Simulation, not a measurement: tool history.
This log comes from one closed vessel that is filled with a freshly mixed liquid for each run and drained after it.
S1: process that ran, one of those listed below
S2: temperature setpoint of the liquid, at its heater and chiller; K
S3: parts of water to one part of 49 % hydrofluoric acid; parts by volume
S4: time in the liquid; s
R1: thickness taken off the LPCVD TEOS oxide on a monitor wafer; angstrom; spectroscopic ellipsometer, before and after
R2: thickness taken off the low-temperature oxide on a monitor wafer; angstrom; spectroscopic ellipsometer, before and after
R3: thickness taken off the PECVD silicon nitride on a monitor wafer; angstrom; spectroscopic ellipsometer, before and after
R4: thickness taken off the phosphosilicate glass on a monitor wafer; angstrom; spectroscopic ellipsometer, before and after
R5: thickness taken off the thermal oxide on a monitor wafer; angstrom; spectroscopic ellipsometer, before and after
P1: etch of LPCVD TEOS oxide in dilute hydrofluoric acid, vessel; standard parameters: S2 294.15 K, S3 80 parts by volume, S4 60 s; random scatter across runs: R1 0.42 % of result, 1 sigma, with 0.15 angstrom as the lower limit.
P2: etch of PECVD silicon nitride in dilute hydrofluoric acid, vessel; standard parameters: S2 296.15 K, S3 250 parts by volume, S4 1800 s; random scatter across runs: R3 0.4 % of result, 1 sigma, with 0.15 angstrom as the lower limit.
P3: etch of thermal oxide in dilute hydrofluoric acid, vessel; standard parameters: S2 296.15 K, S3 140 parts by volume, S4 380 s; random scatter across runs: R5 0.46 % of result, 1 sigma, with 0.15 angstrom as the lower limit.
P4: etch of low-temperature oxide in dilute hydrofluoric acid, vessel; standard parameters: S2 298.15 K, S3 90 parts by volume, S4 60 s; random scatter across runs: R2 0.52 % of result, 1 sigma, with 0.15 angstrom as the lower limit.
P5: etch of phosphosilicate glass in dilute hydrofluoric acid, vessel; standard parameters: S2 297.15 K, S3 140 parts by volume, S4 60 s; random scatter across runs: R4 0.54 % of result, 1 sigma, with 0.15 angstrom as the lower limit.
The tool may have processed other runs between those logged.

{"run": 1, "hour": 17.4, "S1": "P1", "S2": 294.15, "S3": 80, "S4": 60, "R1": 225.74}
{"run": 2, "hour": 34.8, "S1": "P4", "S2": 293.65, "S3": 90, "S4": 60, "R2": 77.661}
{"run": 3, "hour": 44.1, "S1": "P2", "S2": 296.15, "S3": 385, "S4": 1800, "R3": 76.401}
{"hour": 55.7, "done": "hydrofluoric acid flow meter replaced"}
{"run": 4, "hour": 60.4, "S1": "P5", "S2": 297.15, "S3": 140, "S4": 60, "R4": 595.26}
{"run": 5, "hour": 75.4, "S1": "P1", "S2": 294.15, "S3": 80, "S4": 60, "R1": 224.95}
{"run": 6, "hour": 92.9, "S1": "P3", "S2": 292.15, "S3": 140, "S4": 380, "R5": 92.102}
{"run": 7, "hour": 109.7, "S1": "P3", "S2": 296.15, "S3": 140, "S4": 380, "R5": 108.91}
{"run": 8, "hour": 118.8, "S1": "P1", "S2": 301.15, "S3": 80, "S4": 60, "R1": 297.27}
{"run": 9, "hour": 134.6, "S1": "P3", "S2": 296.15, "S3": 140, "S4": 380, "R5": 109.08}
{"run": 10, "hour": 152.1, "S1": "P5", "S2": 303.65, "S3": 140, "S4": 60, "R4": 758.26}
{"run": 11, "hour": 169.6, "S1": "P5", "S2": 297.15, "S3": 140, "S4": 110, "R4": 1096.8}
{"run": 12, "hour": 177.7, "S1": "P1", "S2": 298.65, "S3": 130, "S4": 60, "R1": 155.73}
{"run": 13, "hour": 190.9, "S1": "P1", "S2": 294.15, "S3": 80, "S4": 60, "R1": 223.15}
{"run": 14, "hour": 200.8, "S1": "P4", "S2": 298.15, "S3": 35, "S4": 60, "R2": 258.23}
{"run": 15, "hour": 212.4, "S1": "P1", "S2": 294.15, "S3": 80, "S4": 60, "R1": 227.21}
{"hour": 215.1, "done": "thermometer replaced"}
{"run": 16, "hour": 229.8, "S1": "P1", "S2": 294.15, "S3": 80, "S4": 60, "R1": 226.3}
{"run": 17, "hour": 241.1, "S1": "P1", "S2": 294.15, "S3": 45, "S4": 60, "R1": 418.07}
{"run": 18, "hour": 251.8, "S1": "P4", "S2": 298.15, "S3": 90, "S4": 110, "R2": 173.7}
{"run": 19, "hour": 262.1, "S1": "P1", "S2": 294.15, "S3": 80, "S4": 115, "R1": 432.11}
{"run": 20, "hour": 275.5, "S1": "P5", "S2": 297.15, "S3": 45, "S4": 60, "R4": 2083.6}
{"run": 21, "hour": 292.1, "S1": "P1", "S2": 294.15, "S3": 80, "S4": 60, "R1": 225.53}
{"run": 22, "hour": 303.0, "S1": "P1", "S2": 294.15, "S3": 80, "S4": 30, "R1": 112.71}
{"run": 23, "hour": 311.9, "S1": "P2", "S2": 296.15, "S3": 250, "S4": 3335, "R3": 215.72}
{"run": 24, "hour": 321.4, "S1": "P1", "S2": 294.15, "S3": 80, "S4": 60, "R1": 224.09}
{"run": 25, "hour": 329.5, "S1": "P1", "S2": 294.15, "S3": 110, "S4": 60, "R1": 158.58}
{"run": 26, "hour": 339.9, "S1": "P1", "S2": 290.15, "S3": 80, "S4": 60, "R1": 189}
{"run": 27, "hour": 352.8, "S1": "P3", "S2": 296.15, "S3": 245, "S4": 380, "R5": 55.066}
{"run": 28, "hour": 367.5, "S1": "P2", "S2": 290.15, "S3": 250, "S4": 1800, "R3": 79.463}
{"run": 29, "hour": 383.3, "S1": "P5", "S2": 297.15, "S3": 140, "S4": 60, "R4": 596.44}
{"run": 30, "hour": 396.2, "S1": "P2", "S2": 296.15, "S3": 250, "S4": 1800, "R3": 116.39}
{"run": 31, "hour": 413.1, "S1": "P3", "S2": 296.15, "S3": 140, "S4": 720, "R5": 205.6}
{"run": 32, "hour": 424.7, "S1": "P4", "S2": 298.15, "S3": 90, "S4": 60, "R2": 93.764}
{"run": 33, "hour": 437.7, "S1": "P4", "S2": 298.15, "S3": 90, "S4": 60, "R2": 93.779}
{"run": 34, "hour": 447.6, "S1": "P1", "S2": 294.15, "S3": 80, "S4": 60, "R1": 225.78}
{"run": 35, "hour": 462.6, "S1": "P1", "S2": 294.15, "S3": 80, "S4": 60, "R1": 217.28}
{"run": 36, "hour": 470.3, "S1": "P1", "S2": 294.15, "S3": 80, "S4": 60, "R1": 215.6}
{"run": 37, "hour": 485.2, "S1": "P1", "S2": 294.15, "S3": 80, "S4": 60, "R1": 213.47}
{"run": 38, "hour": 498.0, "S1": "P1", "S2": 294.15, "S3": 80, "S4": 60, "R1": 212.68}
{"run": 39, "hour": 507.8, "S1": "P1", "S2": 294.15, "S3": 80, "S4": 60, "R1": 211.62}
{"run": 40, "hour": 518.7, "S1": "P1", "S2": 294.15, "S3": 80, "S4": 60, "R1": 211.91}

P1 has crept away from where it was. The log is fitted equally well by each of these 2 causes, at the sizes shown:
A: liquid colder than its thermometer reads (K) = 1.46
B: hydrofluoric acid flow below the setpoint (%) = 5.36
The drift started at roughly hour 447.6.

4 check runs are offered, one wafer each, their results left as question marks. Which one tells the causes apart?
{"run": "check 1", "hour": 529.6, "S1": "P2", "S2": 296.15, "S3": 250, "S4": 1800, "R3": "?"}
{"run": "check 2", "hour": 529.6, "S1": "P4", "S2": 298.15, "S3": 90, "S4": 60, "R2": "?"}
{"run": "check 3", "hour": 529.6, "S1": "P5", "S2": 297.15, "S3": 140, "S4": 60, "R4": "?"}
{"run": "check 4", "hour": 529.6, "S1": "P3", "S2": 296.15, "S3": 140, "S4": 380, "R5": "?"}

Check results expected under each cause:
check=check_1 result=R3 if_A=106.35 if_B=110.46
check=check_2 result=R2 if_A=88.293 if_B=87.986
check=check_3 result=R4 if_A=564.54 if_B=560.26
check=check_4 result=R5 if_A=102.08 if_B=101.38
Gap, in per cent, between the two causes that each check separates least, read from the result that separates them most: check 1 3.79 %; check 2 0.35 %; check 3 0.76 %; check 4 0.68 %
Of the check runs offered, only check 1 discriminates between the causes; the rest would read about the same regardless of which cause applies.

Then check 1 was run and gave: R3 110.7 angstrom. Which cause is it?

The correct cause is B, namely: hydrofluoric acid flow below the setpoint (%).
